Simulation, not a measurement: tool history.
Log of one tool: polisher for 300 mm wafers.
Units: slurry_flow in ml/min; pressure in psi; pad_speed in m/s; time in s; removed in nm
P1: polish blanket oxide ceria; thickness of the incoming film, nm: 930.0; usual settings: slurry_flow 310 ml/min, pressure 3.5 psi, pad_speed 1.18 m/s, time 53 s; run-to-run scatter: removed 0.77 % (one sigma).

run	day	slurry_flow	pressure	pad_speed	time	wafers polished on this pad	hours since the slurry nozzle was cleaned	hours since the head pressure was calibrated	removed
1	0.288	310	3.5	1.18	53	231	101.4	483.1	294.03
2	0.562	310	5.1	1.18	53	300	108	489.7	425.82
3	0.929	310	3.5	1.8	53	392	116.8	498.5	449.75
4	1.408	310	2.1	1.18	53	512	128.3	510	173.49
5	1.742	310	3.5	1.18	53	596	136.3	518	297.2
6	2.183	310	3.5	1.18	37	707	146.9	528.6	204.15
7	2.471	310	3.5	1.18	53	779	153.8	535.5	293.68
8	2.771	310	4.3	1.18	74	854	161	542.7	500.74
9	3.179	310	1.8	0.88	53	957	170.8	552.5	112.51
10	3.592	470	3.5	1.18	53	1061	180.7	562.4	302.53
11	3.967	310	3.5	1.18	53	1155	189.7	571.4	298.14
12	4.4	310	3.5	1.18	53	1263	200.1	581.8	292.59
13	4.608	310	3.5	1.18	81	1316	205.1	586.8	445.91
14	4.862	445	3.5	0.54	53	1380	211.2	592.9	137.14
15	5.246	185	3.5	1.18	53	1476	220.4	602.1	278.33
16	5.65	310	3.5	1.18	53	1577	230.1	611.8	290.73
17	6.058	310	3.5	0.6	53	1680	239.9	621.6	150.03
18	6.321	310	3.5	1.18	53	1746	246.2	627.9	293.05
19	6.625	310	3.5	1.18	53	1822	253.5	635.2	287.71
20	7.062	310	3.5	1.18	53	1932	264	645.7	284.61

Forecast run 21:
21	7.438	310	3.5	1.18	53	2026	273	654.7	?

{"run 21": {"removed": 283.47}}
